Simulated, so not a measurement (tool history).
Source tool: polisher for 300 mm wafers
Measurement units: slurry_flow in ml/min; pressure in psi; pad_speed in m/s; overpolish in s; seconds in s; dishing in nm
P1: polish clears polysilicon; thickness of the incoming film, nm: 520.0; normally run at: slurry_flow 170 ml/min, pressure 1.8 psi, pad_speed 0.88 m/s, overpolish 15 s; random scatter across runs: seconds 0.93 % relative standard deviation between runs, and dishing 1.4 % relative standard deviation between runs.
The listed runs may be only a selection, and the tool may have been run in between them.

run,hour,slurry_flow,pressure,pad_speed,overpolish,wafers polished on this pad,hours since the slurry nozzle was cleaned,hours since the head pressure was calibrated,seconds,dishing
1,7.4,170,1.8,0.88,15,307,321.9,137.1,63.004,36.803
2,13.9,170,1.8,1.3,15,349,328.4,143.6,42.332,37.611
3,20.4,170,1.8,0.88,30,390,334.9,150.1,63.733,39.348
4,23.7,170,1.8,0.88,15,411,338.2,153.4,63.074,36.674
5,30.8,170,1.8,0.88,15,456,345.3,160.5,63.011,37.459
6,36.7,170,0.8,0.88,15,494,351.2,166.4,143.81,28.408
7,43.6,170,1.8,0.88,15,538,358.1,173.3,63.641,37.616
8,50.5,170,2.8,0.88,15,582,365,180.2,40.815,38.944
9,55.8,170,1.8,0.88,15,616,370.3,185.5,63.901,37.803
10,59.8,270,1.8,0.88,15,641,374.3,189.5,59.741,36.323
# hour 60.9: slurry nozzle cleaned
11,63.2,170,0.9,1.32,15,663,2.3,192.9,85.051,35.21
12,70.3,100,1.8,0.88,15,708,9.4,200,69.723,35.906
13,75.6,170,1.8,0.88,4,742,14.7,205.3,63.841,21.442
14,79.4,170,1.8,0.88,15,766,18.5,209.1,63.364,36.761
15,83.1,170,1.8,0.52,15,790,22.2,212.8,106.33,32.712
16,90,170,1.8,0.88,15,834,29.1,219.7,64.212,37.94
17,97,170,1.8,0.88,15,878,36.1,226.7,66.328,36.893
18,101,170,1.8,0.88,15,904,40.1,230.7,67.018,35.43
19,104.9,170,1.8,0.88,15,929,44,234.6,69.014,37.461
20,109.3,170,1.8,0.88,15,957,48.4,239,68.438,36.337
21,112.6,170,1.8,0.88,15,978,51.7,242.3,68.076,36.399
# hour 114.7: head pressure recalibrated
22,117.7,170,1.8,0.88,15,1010,56.8,3.1,69.749,36.728
23,122.1,170,1.8,0.88,15,1038,61.2,7.5,69.437,36.886
24,127.7,170,1.8,0.88,15,1074,66.8,13.1,68.996,36.617
25,131.8,170,1.8,0.88,15,1100,70.9,17.2,69.782,37.349
26,138.7,170,1.8,0.88,15,1144,77.8,24.1,69.564,35.644
27,142.2,170,1.8,0.88,15,1167,81.3,27.6,69.065,36.953

What P1 gives has crept away from where it was. These 2 causes fit the log equally well, each at the size given:
A: removal rate lost through wear of the pad, % = 9.01
B: slurry flow missing at the pad, % = 38.8
At approximately hour 90, the process output began to creep.
All other causes, with the reason each is excluded:
head's pressure below its setpoint, %: serviced after onset, at hour 114.7, with no recovery of the prior output

The list below offers 4 check runs, each averaging the results of 5 wafers, and shows each result as a question mark. For which of them would the listed causes give clearly different results?
check 1,145.7,170,1.8,0.88,4,,,,?,?
check 2,145.7,265,1.8,0.88,5,,,,?,?
check 3,145.7,170,2.7,0.88,29,,,,?,?
check 4,145.7,170,0.9,1.28,15,,,,?,?

Outcome of each check run for each possible cause:
check,result,if A,if B
check 1,seconds,69.746,69.761
check 1,dishing,20.255,20.252
check 2,seconds,65.991,63.93
check 2,dishing,24.181,24.636
check 3,seconds,46.497,46.507
check 3,dishing,38.939,38.939
check 4,seconds,95.901,95.921
check 4,dishing,33.69,33.688
Gap, in per cent, between the two causes that each check separates least, read from the result that separates them most: check 1 0.02 %; check 2 3.17 %; check 3 0.02 %; check 4 0.02 %
Only in check 2 would the causes give clearly different results; in the remaining checks their results would be nearly the same.

After running check 2, the following was obtained: seconds 65.745 s; dishing 24.057 nm. Which cause does this point to?

A is the cause: removal rate lost through wear of the pad, %.
